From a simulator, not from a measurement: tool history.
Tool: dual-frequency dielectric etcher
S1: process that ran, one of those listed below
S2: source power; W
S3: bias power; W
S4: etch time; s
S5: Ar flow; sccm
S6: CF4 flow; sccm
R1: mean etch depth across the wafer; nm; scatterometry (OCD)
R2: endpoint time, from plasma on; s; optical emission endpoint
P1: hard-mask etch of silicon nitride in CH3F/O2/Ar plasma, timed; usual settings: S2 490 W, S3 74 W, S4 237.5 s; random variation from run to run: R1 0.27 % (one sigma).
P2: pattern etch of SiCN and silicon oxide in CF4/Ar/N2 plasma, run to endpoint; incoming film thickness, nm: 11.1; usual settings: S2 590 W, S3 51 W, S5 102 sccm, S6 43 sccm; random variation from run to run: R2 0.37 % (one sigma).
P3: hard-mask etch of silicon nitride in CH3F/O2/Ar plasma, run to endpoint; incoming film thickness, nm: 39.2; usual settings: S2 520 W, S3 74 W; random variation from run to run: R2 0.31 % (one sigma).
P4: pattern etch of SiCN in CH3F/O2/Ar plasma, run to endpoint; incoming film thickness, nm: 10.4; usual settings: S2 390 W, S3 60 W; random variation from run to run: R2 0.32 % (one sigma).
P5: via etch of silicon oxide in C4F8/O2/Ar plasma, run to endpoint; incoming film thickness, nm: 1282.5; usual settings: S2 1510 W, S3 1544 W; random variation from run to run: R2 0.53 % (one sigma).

run   hour  S1    S2    S3     S4   S5  S6      R1      R2
  1    4.1  P1   490    74  237.5           187.25
  2   12.2  P1   490    90    133           112.05
  3   17.5  P1   490    48  237.5           161.81
  4   22.6  P1   490    74  237.5           186.01
  5   27.1  P1   490    89  237.5           198.11
  6   32.1  P4   550    60                          26.163
  7   39.8  P3   730    74                          46.221
  8   44.3  P2   590    51         102  43          12.139
  9   52.9  P1   310    74  237.5           157.12
 10   57.3  P2   590    51         139  43          12.827
 11   65.6  P1   490    74  237.5           186.07
 12   70.3  P1   490    74  237.5           185.99
 13     79  P3   520   100                          47.501
 14   84.1  P4   390    43                          33.348
 15     91  P5  1510  2180                           268.1
 16   95.8  P3   520    74                          52.791
 17    100  P1   690    74  237.5           213.44
 18  107.2  P5   920  1544                          359.09
 19  111.8  P5  1510  1544                          293.72
 20  118.9  P2   410    51         102  43          16.642
 21  123.7  P3   520    74                           52.84
 22  130.7  P5  1510  1544                          296.34
 23  135.5  P2   590    51         102  51          11.762
 24  144.5  P1   490    74  237.5           186.47
 25  149.6  P4   390    60                          29.867
 26  155.3  P1   490    74    318           249.78
 27  164.3  P4   390    60                          29.772
 28  168.6  P2   590    70         102  43          10.876
 29    177  P1   490    74    152           118.82
 30  182.2  P1   490    74  237.5           186.63
 31  189.9  P1   490    74  237.5           184.81
 32  196.6  P1   490    74  237.5           184.49
 33  202.7  P1   490    74  237.5           182.73
 34  211.7  P1   490    74  237.5           183.86
 35    218  P1   490    74  237.5           184.69
 36  221.9  P1   490    74  237.5           183.47
     222.1  -- wet clean of the chamber
 37  226.6  P1   490    74  237.5           182.98
 38  235.6  P1   490    74  237.5           183.35

Forecast run 39:
 39  244.4  P1  490  74  237.5           ?

Run 39 gave R1 183.13 nm.
